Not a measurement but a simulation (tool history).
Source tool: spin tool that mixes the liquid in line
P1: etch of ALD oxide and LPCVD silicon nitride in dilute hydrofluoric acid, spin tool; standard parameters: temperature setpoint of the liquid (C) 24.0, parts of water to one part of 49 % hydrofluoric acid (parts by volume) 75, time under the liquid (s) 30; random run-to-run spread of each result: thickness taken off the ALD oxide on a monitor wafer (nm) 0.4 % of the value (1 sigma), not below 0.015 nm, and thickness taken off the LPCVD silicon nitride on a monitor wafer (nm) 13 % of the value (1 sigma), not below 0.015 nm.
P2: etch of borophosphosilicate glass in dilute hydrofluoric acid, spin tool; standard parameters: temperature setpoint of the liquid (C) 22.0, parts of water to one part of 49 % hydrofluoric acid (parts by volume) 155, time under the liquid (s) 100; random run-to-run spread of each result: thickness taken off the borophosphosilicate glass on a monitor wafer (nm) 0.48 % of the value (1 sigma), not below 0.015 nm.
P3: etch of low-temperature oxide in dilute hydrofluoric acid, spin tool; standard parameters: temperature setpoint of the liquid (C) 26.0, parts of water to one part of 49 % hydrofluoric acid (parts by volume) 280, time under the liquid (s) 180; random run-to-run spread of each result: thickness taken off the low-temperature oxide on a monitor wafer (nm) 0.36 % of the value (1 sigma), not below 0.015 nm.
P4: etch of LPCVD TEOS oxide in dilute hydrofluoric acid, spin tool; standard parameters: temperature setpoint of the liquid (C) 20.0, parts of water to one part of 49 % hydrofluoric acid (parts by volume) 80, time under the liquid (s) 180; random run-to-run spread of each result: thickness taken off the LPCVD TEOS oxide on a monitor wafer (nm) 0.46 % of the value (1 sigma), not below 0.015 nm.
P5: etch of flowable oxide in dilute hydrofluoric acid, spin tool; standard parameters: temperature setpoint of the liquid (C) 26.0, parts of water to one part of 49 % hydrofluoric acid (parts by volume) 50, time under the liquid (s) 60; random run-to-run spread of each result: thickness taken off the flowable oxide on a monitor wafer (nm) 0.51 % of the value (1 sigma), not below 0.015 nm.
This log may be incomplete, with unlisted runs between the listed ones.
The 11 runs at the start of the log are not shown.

run   hour  process that ran  temperature setpoint of the liquid (C)  parts of water to one part of 49 % hydrofluoric acid (parts by volume)  time under the liquid (s)  thickness taken off the ALD oxide on a monitor wafer (nm)  thickness taken off the LPCVD silicon nitride on a monitor wafer (nm)  thickness taken off the flowable oxide on a monitor wafer (nm)  thickness taken off the LPCVD TEOS oxide on a monitor wafer (nm)  thickness taken off the borophosphosilicate glass on a monitor wafer (nm)  thickness taken off the low-temperature oxide on a monitor wafer (nm)
 12  139.3                P4                                    20.0                                                                      80                        180                                                                                                                                                                                                                                                              52.000
 13  152.7                P1                                    24.0                                                                      75                         30                                                    10.7660                                                               0.161270
 14  165.5                P2                                    22.0                                                                     155                        100                                                                                                                                                                                                                                                                                                                                         40.300
 15  174.2                P1                                    24.0                                                                     130                         30                                                     5.7466                                                               0.090268
 16  185.9                P1                                    24.0                                                                      50                         60                                                    33.3090                                                               0.808710
 17  199.9                P3                                    26.0                                                                     395                        180                                                                                                                                                                                                                                                                                                                                                                                                                3.7595
 18  215.3                P1                                    24.0                                                                      40                         30                                                    20.9420                                                               0.311620
 19  229.3                P1                                    17.0                                                                      75                         30                                                     8.0371                                                               0.130480
 20  239.9                P4                                    26.0                                                                      80                        180                                                                                                                                                                                                                                                              66.285
 21  253.6                P2                                    17.0                                                                     155                        100                                                                                                                                                                                                                                                                                                                                         32.834
 22  261.0                P1                                    24.0                                                                      75                         60                                                    21.5040                                                               0.373790
 23  270.7                P1                                    24.0                                                                      75                         30                                                    10.7070                                                               0.187030
 24  282.8                P3                                    26.0                                                                     280                        180                                                                                                                                                                                                                                                                                                                                                                                                                5.9284
 25  294.9                P3                                    33.5                                                                     280                        180                                                                                                                                                                                                                                                                                                                                                                                                                7.6261
 26  311.0                P2                                    22.0                                                                     155                        195                                                                                                                                                                                                                                                                                                                                         78.308
 27  324.7                P3                                    26.0                                                                     280                        365                                                                                                                                                                                                                                                                                                                                                                                                               12.0530
 28  340.7                P4                                    20.0                                                                      80                        355                                                                                                                                                                                                                                                             102.220
 29  348.0                P1                                    24.0                                                                      75                         30                                                    10.7280                                                               0.162130
 30  358.6                P4                                    20.0                                                                      80                        180                                                                                                                                                                                                                                                              51.773
 31  367.3                P2                                    22.0                                                                     155                        100                                                                                                                                                                                                                                                                                                                                         40.315
 32  377.4                P1                                    24.0                                                                      75                         30                                                    10.7630                                                               0.201740
 33  388.7                P1                                    24.0                                                                      75                         30                                                    11.0080                                                               0.218990

For run 34, what comes out?
 34  399.3                P1                                    24.0                                                                      75                         30                                                          ?                                                                      ?

thickness taken off the ALD oxide on a monitor wafer (nm): 11.2390
thickness taken off the LPCVD silicon nitride on a monitor wafer (nm): 0.178560

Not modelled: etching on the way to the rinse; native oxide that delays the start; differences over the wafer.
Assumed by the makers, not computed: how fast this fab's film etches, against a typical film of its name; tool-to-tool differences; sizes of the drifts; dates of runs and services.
